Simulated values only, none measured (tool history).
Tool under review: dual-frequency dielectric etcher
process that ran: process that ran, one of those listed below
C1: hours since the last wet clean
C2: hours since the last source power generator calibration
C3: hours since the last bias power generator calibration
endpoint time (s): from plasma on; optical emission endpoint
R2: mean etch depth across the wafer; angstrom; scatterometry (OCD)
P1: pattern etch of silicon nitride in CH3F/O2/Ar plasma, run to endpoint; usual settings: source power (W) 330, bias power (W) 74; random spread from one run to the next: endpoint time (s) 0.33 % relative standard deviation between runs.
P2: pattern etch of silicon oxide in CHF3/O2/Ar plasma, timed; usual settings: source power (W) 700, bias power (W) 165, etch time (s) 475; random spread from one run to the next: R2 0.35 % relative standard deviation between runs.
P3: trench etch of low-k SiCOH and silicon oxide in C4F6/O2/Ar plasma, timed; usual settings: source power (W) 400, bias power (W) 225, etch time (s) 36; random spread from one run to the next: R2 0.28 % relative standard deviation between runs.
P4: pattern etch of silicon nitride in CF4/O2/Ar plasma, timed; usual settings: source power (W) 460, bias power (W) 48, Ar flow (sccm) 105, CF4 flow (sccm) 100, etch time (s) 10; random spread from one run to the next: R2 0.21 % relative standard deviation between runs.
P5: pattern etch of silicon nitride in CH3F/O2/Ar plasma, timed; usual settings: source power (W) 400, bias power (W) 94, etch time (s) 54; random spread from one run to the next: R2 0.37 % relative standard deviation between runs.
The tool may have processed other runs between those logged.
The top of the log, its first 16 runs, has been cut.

Run 17, day 7.383: process that ran P5, source power (W) 400, bias power (W) 94, etch time (s) 54; C1 399.3; C2 836.5; C3 693.3. Result: R2 405.92 angstrom.
Run 18, day 7.812: process that ran P1, source power (W) 330, bias power (W) 74; C1 409.6; C2 846.8; C3 703.6. Result: endpoint time (s) 86.827.
Run 19, day 8.175: process that ran P1, source power (W) 330, bias power (W) 57; C1 418.3; C2 855.5; C3 712.3. Result: endpoint time (s) 95.877.
Run 20, day 8.554: process that ran P1, source power (W) 450, bias power (W) 74; C1 427.4; C2 864.6; C3 721.4. Result: endpoint time (s) 77.39.
Run 21, day 8.95: process that ran P4, source power (W) 460, bias power (W) 33, etch time (s) 10, Ar flow (sccm) 105, CF4 flow (sccm) 100; C1 436.9; C2 874.1; C3 730.9. Result: R2 152.65 angstrom.
Run 22, day 9.583: process that ran P4, source power (W) 460, bias power (W) 48, etch time (s) 10, Ar flow (sccm) 105, CF4 flow (sccm) 100; C1 452.1; C2 889.3; C3 746.1. Result: R2 174.75 angstrom.
Run 23, day 10.042: process that ran P3, source power (W) 400, bias power (W) 177, etch time (s) 36; C1 463.1; C2 900.3; C3 757.1. Result: R2 1158.3 angstrom.
Run 24, day 10.625: process that ran P4, source power (W) 630, bias power (W) 48, etch time (s) 10, Ar flow (sccm) 105, CF4 flow (sccm) 100; C1 477.1; C2 914.3; C3 771.1. Result: R2 229.21 angstrom.

Run 25 comes next. What will it give?
Run 25, day 11.204: process that ran P2, source power (W) 480, bias power (W) 165, etch time (s) 475; C1 491; C2 928.2; C3 785. Result: R2 ?.

{"run 25": {"R2": 8192.8}}
